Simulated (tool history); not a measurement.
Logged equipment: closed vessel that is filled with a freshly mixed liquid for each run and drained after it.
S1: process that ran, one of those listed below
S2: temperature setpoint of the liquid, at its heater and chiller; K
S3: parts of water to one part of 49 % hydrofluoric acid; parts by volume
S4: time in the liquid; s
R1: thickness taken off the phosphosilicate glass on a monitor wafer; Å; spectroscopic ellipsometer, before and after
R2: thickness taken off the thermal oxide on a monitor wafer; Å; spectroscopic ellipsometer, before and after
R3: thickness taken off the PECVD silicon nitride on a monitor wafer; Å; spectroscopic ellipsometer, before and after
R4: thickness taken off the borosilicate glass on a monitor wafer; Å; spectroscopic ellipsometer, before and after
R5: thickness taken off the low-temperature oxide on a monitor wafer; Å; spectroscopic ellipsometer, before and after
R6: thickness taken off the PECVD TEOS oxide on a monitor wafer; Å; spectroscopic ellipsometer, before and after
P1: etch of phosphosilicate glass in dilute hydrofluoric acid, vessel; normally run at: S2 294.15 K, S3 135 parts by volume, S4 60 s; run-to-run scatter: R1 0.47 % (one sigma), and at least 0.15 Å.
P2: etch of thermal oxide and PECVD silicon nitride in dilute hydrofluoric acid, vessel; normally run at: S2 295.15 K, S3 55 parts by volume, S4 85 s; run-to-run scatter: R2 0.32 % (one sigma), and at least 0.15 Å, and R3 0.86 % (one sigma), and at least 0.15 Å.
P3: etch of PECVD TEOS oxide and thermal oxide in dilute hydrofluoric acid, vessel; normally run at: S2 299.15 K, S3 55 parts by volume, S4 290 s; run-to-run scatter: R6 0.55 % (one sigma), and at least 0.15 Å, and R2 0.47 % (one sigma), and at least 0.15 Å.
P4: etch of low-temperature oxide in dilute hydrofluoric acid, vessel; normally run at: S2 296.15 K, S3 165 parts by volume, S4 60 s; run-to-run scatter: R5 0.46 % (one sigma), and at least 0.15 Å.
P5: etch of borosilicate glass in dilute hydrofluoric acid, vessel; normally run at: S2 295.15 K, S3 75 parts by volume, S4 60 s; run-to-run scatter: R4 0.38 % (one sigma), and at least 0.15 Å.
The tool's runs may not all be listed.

Run 1, hour 8.9: S1 P1, S2 294.15 K, S3 135 parts by volume, S4 60 s. Result: R1 376.76 Å.
Run 2, hour 16.5: S1 P1, S2 297.65 K, S3 70 parts by volume, S4 60 s. Result: R1 908.58 Å.
Run 3, hour 23.1: S1 P2, S2 290.65 K, S3 55 parts by volume, S4 85 s. Result: R2 57.762 Å, R3 18.849 Å.
Run 4, hour 30: S1 P1, S2 290.15 K, S3 135 parts by volume, S4 60 s. Result: R1 321.24 Å.
Run 5, hour 34.7: S1 P5, S2 295.15 K, S3 75 parts by volume, S4 60 s. Result: R4 242.88 Å.
Run 6, hour 41.7: S1 P5, S2 295.15 K, S3 125 parts by volume, S4 60 s. Result: R4 138.24 Å.
Run 7, hour 48.3: S1 P4, S2 296.15 K, S3 165 parts by volume, S4 60 s. Result: R5 78.093 Å.
Run 8, hour 57.1: S1 P5, S2 295.15 K, S3 75 parts by volume, S4 60 s. Result: R4 244.78 Å.
Run 9, hour 62.3: S1 P1, S2 294.15 K, S3 45 parts by volume, S4 30 s. Result: R1 626.78 Å.
Run 10, hour 68: S1 P1, S2 294.15 K, S3 135 parts by volume, S4 90 s. Result: R1 567.48 Å.
Run 11, hour 74.1: S1 P1, S2 294.15 K, S3 135 parts by volume, S4 60 s. Result: R1 378.82 Å.
Run 12, hour 78.8: S1 P3, S2 299.15 K, S3 20 parts by volume, S4 290 s. Result: R2 769.76 Å, R6 1613.4 Å.
Run 13, hour 83.4: S1 P4, S2 296.15 K, S3 165 parts by volume, S4 105 s. Result: R5 136.26 Å.
Run 14, hour 93.3: S1 P3, S2 299.15 K, S3 55 parts by volume, S4 530 s. Result: R2 489.44 Å, R6 1026.5 Å.
Run 15, hour 102.8: S1 P1, S2 294.15 K, S3 135 parts by volume, S4 30 s. Result: R1 188.18 Å.
Run 16, hour 108.7: S1 P1, S2 294.15 K, S3 135 parts by volume, S4 60 s. Result: R1 376.79 Å.
Run 17, hour 115.9: S1 P5, S2 298.65 K, S3 75 parts by volume, S4 60 s. Result: R4 280.45 Å.
Run 18, hour 124.4: S1 P1, S2 294.15 K, S3 235 parts by volume, S4 60 s. Result: R1 195.44 Å.
Run 19, hour 132.1: S1 P2, S2 295.15 K, S3 25 parts by volume, S4 85 s. Result: R2 160.63 Å, R3 55.834 Å.
Run 20, hour 139.6: S1 P4, S2 296.15 K, S3 290 parts by volume, S4 60 s. Result: R5 39.351 Å.
Run 21, hour 149.9: S1 P2, S2 295.15 K, S3 55 parts by volume, S4 140 s. Result: R2 116.27 Å, R3 43.261 Å.
Run 22, hour 160.4: S1 P1, S2 297.65 K, S3 135 parts by volume, S4 60 s. Result: R1 437.92 Å.
Run 23, hour 166.7: S1 P2, S2 295.15 K, S3 55 parts by volume, S4 85 s. Result: R2 70.883 Å, R3 25.82 Å.
Run 24, hour 173.5: S1 P4, S2 302.65 K, S3 165 parts by volume, S4 60 s. Result: R5 100.7 Å.
Run 25, hour 179: S1 P3, S2 303.15 K, S3 55 parts by volume, S4 290 s. Result: R2 310.14 Å, R6 655.68 Å.
Run 26, hour 188: S1 P1, S2 294.15 K, S3 135 parts by volume, S4 60 s. Result: R1 373.87 Å.
Run 27, hour 195.9: S1 P3, S2 299.15 K, S3 55 parts by volume, S4 290 s. Result: R2 267.53 Å, R6 563.08 Å.
Run 28, hour 204.2: S1 P5, S2 295.15 K, S3 75 parts by volume, S4 30 s. Result: R4 120.45 Å.
Run 29, hour 209.4: S1 P1, S2 294.15 K, S3 40 parts by volume, S4 60 s. Result: R1 1426.4 Å.
Run 30, hour 215.6: S1 P1, S2 294.15 K, S3 135 parts by volume, S4 60 s. Result: R1 379.38 Å.
Run 31, hour 221.2: S1 P1, S2 294.15 K, S3 135 parts by volume, S4 60 s. Result: R1 384.1 Å.
Run 32, hour 227.3: S1 P1, S2 294.15 K, S3 135 parts by volume, S4 60 s. Result: R1 394.18 Å.
Run 33, hour 236.7: S1 P1, S2 294.15 K, S3 135 parts by volume, S4 60 s. Result: R1 396.73 Å.

Expected results for the next run?
Run 34, hour 243.8: S1 P1, S2 294.15 K, S3 135 parts by volume, S4 60 s. Result: R1 ?.

R1: 400.96 Å
